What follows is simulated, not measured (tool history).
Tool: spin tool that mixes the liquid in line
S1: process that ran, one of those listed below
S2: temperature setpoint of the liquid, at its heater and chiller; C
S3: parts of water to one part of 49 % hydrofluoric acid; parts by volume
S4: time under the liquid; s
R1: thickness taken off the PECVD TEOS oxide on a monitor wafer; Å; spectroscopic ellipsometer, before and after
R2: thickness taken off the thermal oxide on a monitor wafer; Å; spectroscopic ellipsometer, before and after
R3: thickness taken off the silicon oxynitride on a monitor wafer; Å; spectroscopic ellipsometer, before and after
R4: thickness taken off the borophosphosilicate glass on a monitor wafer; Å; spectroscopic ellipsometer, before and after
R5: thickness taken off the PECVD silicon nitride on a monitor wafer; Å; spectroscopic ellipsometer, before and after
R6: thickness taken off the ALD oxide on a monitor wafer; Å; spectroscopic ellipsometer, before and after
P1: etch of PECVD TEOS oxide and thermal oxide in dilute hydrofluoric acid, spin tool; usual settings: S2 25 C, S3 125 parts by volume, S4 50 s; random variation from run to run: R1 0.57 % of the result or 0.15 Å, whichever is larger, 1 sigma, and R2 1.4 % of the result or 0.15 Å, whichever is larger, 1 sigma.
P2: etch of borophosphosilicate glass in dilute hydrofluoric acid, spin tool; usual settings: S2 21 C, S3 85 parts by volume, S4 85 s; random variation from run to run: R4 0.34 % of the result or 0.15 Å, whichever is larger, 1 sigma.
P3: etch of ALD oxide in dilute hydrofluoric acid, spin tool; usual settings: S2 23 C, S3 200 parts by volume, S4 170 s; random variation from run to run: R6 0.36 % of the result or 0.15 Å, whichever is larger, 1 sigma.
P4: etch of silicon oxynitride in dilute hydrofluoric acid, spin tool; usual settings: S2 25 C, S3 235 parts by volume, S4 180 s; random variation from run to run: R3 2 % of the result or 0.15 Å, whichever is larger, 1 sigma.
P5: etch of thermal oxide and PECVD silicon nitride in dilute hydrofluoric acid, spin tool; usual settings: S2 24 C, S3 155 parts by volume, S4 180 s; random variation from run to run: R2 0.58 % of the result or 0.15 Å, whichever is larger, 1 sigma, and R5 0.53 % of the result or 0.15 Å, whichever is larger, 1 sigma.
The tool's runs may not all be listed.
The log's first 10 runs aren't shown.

run   hour  S1    S2   S3   S4      R1      R2      R3      R4      R5      R6
 11   40.8  P3    17  200  170                                          148.29
 12   45.1  P5    17  155  180          38.427                  38.743
 13   50.5  P1    25  125   50  84.298  18.697
 14   54.3  P3    23  200  170                                           186.1
 15   58.4  P3    23  285  170                                          119.29
 16   62.6  P3    23  200   20                                          21.717
 17   65.1  P2    21   85   85                          418.85
 18   69.1  P1    25  125   50  83.774  19.075
      69.7  -- thermometer replaced
 19   71.5  P1    25  125   50  83.955  18.934
 20   75.4  P2    28   85   85                          550.68
 21   80.2  P1    25  125   50  83.153  18.841
 22   84.9  P1  17.5  125   50  61.952  14.133
 23   89.3  P5    24   95  180          87.912                  100.42
 24     94  P3    23  200  170                                           184.8
 25   97.7  P1    25   60   50   191.4  42.946
 26    102  P4    25  235  180                   12.77
 27  107.4  P2    21   85   85                          415.11
 28  110.3  P4    18  235  180                  9.4354
 29  113.6  P1    21  125   85  122.12  27.426
 30  116.2  P5    24  155  180          50.277                  61.785
 31    119  P2    21  150   85                           219.1
 32    124  P1    25  180   95  103.08  23.383

Forecast run 33:
 33  129.1  P1  25  125  50   ?   ?

{"run 33": {"R1": 84.363, "R2": 18.724}}
